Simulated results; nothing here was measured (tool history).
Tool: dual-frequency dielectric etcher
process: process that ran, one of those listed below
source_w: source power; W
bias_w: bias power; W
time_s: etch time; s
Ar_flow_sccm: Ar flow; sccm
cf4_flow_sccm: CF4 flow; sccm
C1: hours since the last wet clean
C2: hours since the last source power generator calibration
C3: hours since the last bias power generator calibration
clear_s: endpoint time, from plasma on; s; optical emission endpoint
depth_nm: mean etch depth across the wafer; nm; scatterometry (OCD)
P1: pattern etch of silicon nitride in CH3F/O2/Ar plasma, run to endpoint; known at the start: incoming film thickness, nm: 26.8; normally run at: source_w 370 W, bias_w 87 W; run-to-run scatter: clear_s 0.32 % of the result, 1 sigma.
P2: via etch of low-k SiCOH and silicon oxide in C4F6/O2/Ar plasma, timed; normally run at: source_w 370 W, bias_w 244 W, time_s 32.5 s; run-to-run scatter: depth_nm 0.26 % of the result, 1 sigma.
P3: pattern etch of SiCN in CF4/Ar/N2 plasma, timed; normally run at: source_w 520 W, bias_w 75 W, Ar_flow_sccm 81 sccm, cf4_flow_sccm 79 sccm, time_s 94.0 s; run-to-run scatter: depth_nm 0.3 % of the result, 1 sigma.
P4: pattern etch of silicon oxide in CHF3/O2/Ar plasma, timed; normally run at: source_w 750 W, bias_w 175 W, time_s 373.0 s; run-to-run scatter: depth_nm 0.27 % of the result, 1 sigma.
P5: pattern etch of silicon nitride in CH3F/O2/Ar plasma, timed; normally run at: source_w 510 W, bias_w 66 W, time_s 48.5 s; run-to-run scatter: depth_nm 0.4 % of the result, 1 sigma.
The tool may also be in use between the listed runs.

{"run": 1, "day": 0.346, "process": "P1", "source_w": 370, "bias_w": 87, "C1": 368.4, "C2": 1272.2, "C3": 1155.4, "clear_s": 37.106}
{"run": 2, "day": 0.758, "process": "P1", "source_w": 250, "bias_w": 122, "C1": 378.3, "C2": 1282.1, "C3": 1165.3, "clear_s": 37.786}
{"run": 3, "day": 1.012, "process": "P2", "source_w": 370, "bias_w": 244, "time_s": 32.5, "C1": 384.4, "C2": 1288.2, "C3": 1171.4, "depth_nm": 84.427}
{"run": 4, "day": 1.417, "process": "P1", "source_w": 370, "bias_w": 87, "C1": 394.1, "C2": 1297.9, "C3": 1181.1, "clear_s": 37.44}
{"run": 5, "day": 1.712, "process": "P1", "source_w": 370, "bias_w": 87, "C1": 401.2, "C2": 1305.0, "C3": 1188.2, "clear_s": 37.189}
{"run": 6, "day": 2.058, "process": "P1", "source_w": 370, "bias_w": 87, "C1": 409.5, "C2": 1313.3, "C3": 1196.5, "clear_s": 37.188}
{"run": 7, "day": 2.492, "process": "P3", "source_w": 520, "bias_w": 75, "time_s": 94.0, "Ar_flow_sccm": 81, "cf4_flow_sccm": 79, "C1": 419.9, "C2": 1323.7, "C3": 1206.9, "depth_nm": 99.52}
{"run": 8, "day": 2.95, "process": "P1", "source_w": 370, "bias_w": 70, "C1": 430.9, "C2": 1334.7, "C3": 1217.9, "clear_s": 39.934}
{"run": 9, "day": 3.358, "process": "P1", "source_w": 370, "bias_w": 110, "C1": 440.7, "C2": 1344.5, "C3": 1227.7, "clear_s": 34.021}
{"run": 10, "day": 3.675, "process": "P2", "source_w": 370, "bias_w": 244, "time_s": 32.5, "C1": 448.3, "C2": 1352.1, "C3": 1235.3, "depth_nm": 84.815}
{"run": 11, "day": 4.112, "process": "P5", "source_w": 720, "bias_w": 66, "time_s": 48.5, "C1": 458.8, "C2": 1362.6, "C3": 1245.8, "depth_nm": 40.845}
{"run": 12, "day": 4.575, "process": "P3", "source_w": 620, "bias_w": 75, "time_s": 94.0, "Ar_flow_sccm": 81, "cf4_flow_sccm": 79, "C1": 469.9, "C2": 1373.7, "C3": 1256.9, "depth_nm": 116.4}
{"run": 13, "day": 4.783, "process": "P1", "source_w": 310, "bias_w": 87, "C1": 474.9, "C2": 1378.7, "C3": 1261.9, "clear_s": 39.644}
{"run": 14, "day": 5.138, "process": "P1", "source_w": 370, "bias_w": 87, "C1": 483.4, "C2": 1387.2, "C3": 1270.4, "clear_s": 37.18}
{"run": 15, "day": 5.475, "process": "P3", "source_w": 520, "bias_w": 100, "time_s": 94.0, "Ar_flow_sccm": 81, "cf4_flow_sccm": 79, "C1": 491.5, "C2": 1395.3, "C3": 1278.5, "depth_nm": 109.47}
{"run": 16, "day": 5.812, "process": "P1", "source_w": 480, "bias_w": 87, "C1": 499.6, "C2": 1403.4, "C3": 1286.6, "clear_s": 33.642}
{"run": 17, "day": 6.183, "process": "P3", "source_w": 520, "bias_w": 75, "time_s": 135.5, "Ar_flow_sccm": 81, "cf4_flow_sccm": 79, "C1": 508.5, "C2": 1412.3, "C3": 1295.5, "depth_nm": 143.31}
{"run": 18, "day": 6.392, "process": "P5", "source_w": 510, "bias_w": 88, "time_s": 48.5, "C1": 513.5, "C2": 1417.3, "C3": 1300.5, "depth_nm": 39.601}
{"run": 19, "day": 6.729, "process": "P4", "source_w": 750, "bias_w": 175, "time_s": 373.0, "C1": 521.6, "C2": 1425.4, "C3": 1308.6, "depth_nm": 799.45}
{"run": 20, "day": 7.096, "process": "P4", "source_w": 750, "bias_w": 175, "time_s": 373.0, "C1": 530.4, "C2": 1434.2, "C3": 1317.4, "depth_nm": 798.84}
{"run": 21, "day": 7.558, "process": "P2", "source_w": 370, "bias_w": 342, "time_s": 32.5, "C1": 541.5, "C2": 1445.3, "C3": 1328.5, "depth_nm": 94.502}
{"run": 22, "day": 7.9, "process": "P4", "source_w": 750, "bias_w": 175, "time_s": 555.5, "C1": 549.7, "C2": 1453.5, "C3": 1336.7, "depth_nm": 1190.7}
{"run": 23, "day": 8.283, "process": "P5", "source_w": 510, "bias_w": 66, "time_s": 48.5, "C1": 558.9, "C2": 1462.7, "C3": 1345.9, "depth_nm": 35.709}
{"day": 8.629, "done": "source power generator calibrated"}
{"run": 24, "day": 8.633, "process": "P3", "source_w": 520, "bias_w": 75, "time_s": 94.0, "Ar_flow_sccm": 81, "cf4_flow_sccm": 100, "C1": 567.3, "C2": 0.2, "C3": 1354.3, "depth_nm": 102.77}
{"run": 25, "day": 8.954, "process": "P2", "source_w": 500, "bias_w": 244, "time_s": 32.5, "C1": 575.0, "C2": 7.9, "C3": 1362.0, "depth_nm": 94.597}
{"run": 26, "day": 9.388, "process": "P4", "source_w": 750, "bias_w": 228, "time_s": 373.0, "C1": 585.4, "C2": 18.3, "C3": 1372.4, "depth_nm": 877.41}
{"run": 27, "day": 9.858, "process": "P3", "source_w": 520, "bias_w": 75, "time_s": 94.0, "Ar_flow_sccm": 56, "cf4_flow_sccm": 79, "C1": 596.7, "C2": 29.6, "C3": 1383.7, "depth_nm": 103.98}
{"run": 28, "day": 10.088, "process": "P1", "source_w": 460, "bias_w": 118, "C1": 602.2, "C2": 35.1, "C3": 1389.2, "clear_s": 30.742}
{"run": 29, "day": 10.35, "process": "P5", "source_w": 510, "bias_w": 66, "time_s": 29.5, "C1": 608.5, "C2": 41.4, "C3": 1395.5, "depth_nm": 21.747}
{"run": 30, "day": 10.796, "process": "P4", "source_w": 1030, "bias_w": 175, "time_s": 373.0, "C1": 619.2, "C2": 52.1, "C3": 1406.2, "depth_nm": 900.04}
{"run": 31, "day": 11.254, "process": "P2", "source_w": 370, "bias_w": 244, "time_s": 48.0, "C1": 630.2, "C2": 63.1, "C3": 1417.2, "depth_nm": 124.86}
{"run": 32, "day": 11.567, "process": "P1", "source_w": 370, "bias_w": 87, "C1": 637.7, "C2": 70.6, "C3": 1424.7, "clear_s": 37.084}
{"run": 33, "day": 11.967, "process": "P1", "source_w": 370, "bias_w": 87, "C1": 647.3, "C2": 80.2, "C3": 1434.3, "clear_s": 37.585}
{"run": 34, "day": 12.283, "process": "P1", "source_w": 370, "bias_w": 87, "C1": 654.9, "C2": 87.8, "C3": 1441.9, "clear_s": 37.603}
{"run": 35, "day": 12.671, "process": "P1", "source_w": 370, "bias_w": 87, "C1": 664.2, "C2": 97.1, "C3": 1451.2, "clear_s": 37.569}

The next listed run, before its measurement:
{"day": 13.021, "done": "wet clean of the chamber"}
{"run": 36, "day": 13.075, "process": "P1", "source_w": 370, "bias_w": 87, "C1": 1.3, "C2": 106.8, "C3": 1460.9, "clear_s": "?"}

clear_s: 37.815 s
